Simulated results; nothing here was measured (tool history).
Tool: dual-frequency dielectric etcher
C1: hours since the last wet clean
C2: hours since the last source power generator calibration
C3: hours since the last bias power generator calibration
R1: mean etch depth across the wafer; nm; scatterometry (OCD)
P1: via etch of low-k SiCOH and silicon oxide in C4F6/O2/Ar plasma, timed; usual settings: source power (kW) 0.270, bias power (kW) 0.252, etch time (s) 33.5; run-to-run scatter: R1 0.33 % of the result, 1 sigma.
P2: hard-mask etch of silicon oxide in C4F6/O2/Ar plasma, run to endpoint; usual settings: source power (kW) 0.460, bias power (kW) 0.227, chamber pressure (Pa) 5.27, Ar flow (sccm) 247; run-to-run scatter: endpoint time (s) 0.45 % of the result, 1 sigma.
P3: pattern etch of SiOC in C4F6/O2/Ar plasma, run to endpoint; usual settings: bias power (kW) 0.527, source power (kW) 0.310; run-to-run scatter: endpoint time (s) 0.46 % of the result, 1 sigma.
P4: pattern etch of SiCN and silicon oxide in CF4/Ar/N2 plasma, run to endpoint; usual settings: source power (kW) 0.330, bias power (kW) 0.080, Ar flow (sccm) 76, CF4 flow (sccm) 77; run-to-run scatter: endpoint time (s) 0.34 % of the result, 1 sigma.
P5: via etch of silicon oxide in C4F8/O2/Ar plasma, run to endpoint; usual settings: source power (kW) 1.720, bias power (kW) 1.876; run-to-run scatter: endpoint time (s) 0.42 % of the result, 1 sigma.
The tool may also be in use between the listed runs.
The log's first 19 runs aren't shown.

{"run": 20, "hour": 192.2, "process that ran": "P3", "source power (kW)": 0.31, "bias power (kW)": 0.692, "C1": 425.1, "C2": 60.2, "C3": 62.4, "endpoint time (s)": 12.349}
{"run": 21, "hour": 202.9, "process that ran": "P5", "source power (kW)": 2.32, "bias power (kW)": 1.876, "C1": 435.8, "C2": 70.9, "C3": 73.1, "endpoint time (s)": 403.1}
{"run": 22, "hour": 213.2, "process that ran": "P2", "source power (kW)": 0.46, "bias power (kW)": 0.227, "Ar flow (sccm)": 247, "chamber pressure (Pa)": 5.27, "C1": 446.1, "C2": 81.2, "C3": 83.4, "endpoint time (s)": 70.379}
{"run": 23, "hour": 222.6, "process that ran": "P1", "source power (kW)": 0.19, "bias power (kW)": 0.154, "etch time (s)": 33.5, "C1": 455.5, "C2": 90.6, "C3": 92.8, "R1": 57.069}
{"run": 24, "hour": 228.8, "process that ran": "P1", "source power (kW)": 0.27, "bias power (kW)": 0.252, "etch time (s)": 46.0, "C1": 461.7, "C2": 96.8, "C3": 99.0, "R1": 105.19}
{"run": 25, "hour": 238.9, "process that ran": "P2", "source power (kW)": 0.46, "bias power (kW)": 0.227, "Ar flow (sccm)": 174, "chamber pressure (Pa)": 5.27, "C1": 471.8, "C2": 106.9, "C3": 109.1, "endpoint time (s)": 67.032}
{"run": 26, "hour": 250.1, "process that ran": "P1", "source power (kW)": 0.32, "bias power (kW)": 0.252, "etch time (s)": 33.5, "C1": 483.0, "C2": 118.1, "C3": 120.3, "R1": 81.654}
{"run": 27, "hour": 262.6, "process that ran": "P5", "source power (kW)": 1.72, "bias power (kW)": 1.876, "C1": 495.5, "C2": 130.6, "C3": 132.8, "endpoint time (s)": 455.96}
{"run": 28, "hour": 272.5, "process that ran": "P1", "source power (kW)": 0.2, "bias power (kW)": 0.252, "etch time (s)": 33.5, "C1": 505.4, "C2": 140.5, "C3": 142.7, "R1": 68.453}
{"run": 29, "hour": 280.3, "process that ran": "P5", "source power (kW)": 1.72, "bias power (kW)": 1.876, "C1": 513.2, "C2": 148.3, "C3": 150.5, "endpoint time (s)": 458.58}
{"run": 30, "hour": 288.3, "process that ran": "P1", "source power (kW)": 0.27, "bias power (kW)": 0.252, "etch time (s)": 33.5, "C1": 521.2, "C2": 156.3, "C3": 158.5, "R1": 76.949}
{"run": 31, "hour": 298.7, "process that ran": "P5", "source power (kW)": 1.72, "bias power (kW)": 2.421, "C1": 531.6, "C2": 166.7, "C3": 168.9, "endpoint time (s)": 423.08}
{"run": 32, "hour": 305.5, "process that ran": "P1", "source power (kW)": 0.27, "bias power (kW)": 0.252, "etch time (s)": 33.5, "C1": 538.4, "C2": 173.5, "C3": 175.7, "R1": 76.924}

Forecast run 33:
{"run": 33, "hour": 312.7, "process that ran": "P1", "source power (kW)": 0.27, "bias power (kW)": 0.252, "etch time (s)": 33.5, "C1": 545.6, "C2": 180.7, "C3": 182.9, "R1": "?"}

Run 33 gave R1 76.343 nm.

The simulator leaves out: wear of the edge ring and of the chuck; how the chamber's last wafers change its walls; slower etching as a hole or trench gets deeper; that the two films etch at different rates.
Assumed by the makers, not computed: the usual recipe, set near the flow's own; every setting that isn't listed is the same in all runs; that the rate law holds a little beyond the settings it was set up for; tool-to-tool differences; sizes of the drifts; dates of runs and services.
